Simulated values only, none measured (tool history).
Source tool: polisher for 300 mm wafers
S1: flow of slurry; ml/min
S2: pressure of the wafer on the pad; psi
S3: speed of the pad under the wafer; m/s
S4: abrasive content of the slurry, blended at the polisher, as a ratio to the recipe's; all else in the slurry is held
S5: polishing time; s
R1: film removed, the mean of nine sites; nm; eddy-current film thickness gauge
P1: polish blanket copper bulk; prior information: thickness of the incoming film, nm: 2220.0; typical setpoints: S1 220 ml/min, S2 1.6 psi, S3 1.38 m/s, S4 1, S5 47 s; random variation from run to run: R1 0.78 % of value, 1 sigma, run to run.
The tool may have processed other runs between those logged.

run,hour,S1,S2,S3,S4,S5,R1
1,9.6,220,1.6,1.38,1,47,295.05
2,23,220,1.6,1.38,1,47,289.09
3,37.2,220,1.6,0.68,1,47,143.72
4,52.8,220,1.6,1.38,1,47,293.1
5,65.4,220,1.6,1.38,1.45,47,316.15
6,76.1,220,1.6,2.1,1,47,437.27
7,92,220,1.6,1.38,1,21,129.72
8,102.5,285,1.6,1.38,1,47,304.94
9,111.8,220,2.4,1.38,1,47,439.36
10,123.3,220,1.6,1.38,1,47,291.13
11,136.2,220,1.2,2.02,1,47,322.97
12,145.6,220,1.6,1.38,0.6,47,259.99
13,157.4,135,1.6,1.38,1,47,270.5
14,173.4,220,1.1,1.38,1,47,196.18
15,187.4,220,1.6,1.38,1,47,290.68
16,196.9,220,1.6,1.38,1,69,428.02
17,204.5,220,1.6,0.74,1,31,102.69
18,219.3,220,2.4,0.8,1,47,251.98
19,235.6,220,1.6,1.38,1,47,290.78
20,246,220,1.6,1.38,1,47,292.23
21,257.6,220,1.6,1.38,1,47,283.05
# hour 267.3: worn pad replaced by a new one
22,269.5,220,1.6,1.38,1,47,275.4
# hour 275.1: head pressure recalibrated
23,277,220,1.6,1.38,1,47,273.01
24,286.8,220,1.6,1.38,1,47,272.8
25,297.8,220,1.6,1.38,1,47,271.82

Forecast run 26:
26,305.3,220,1.6,1.38,1,47,?

R1: 271.13 nm
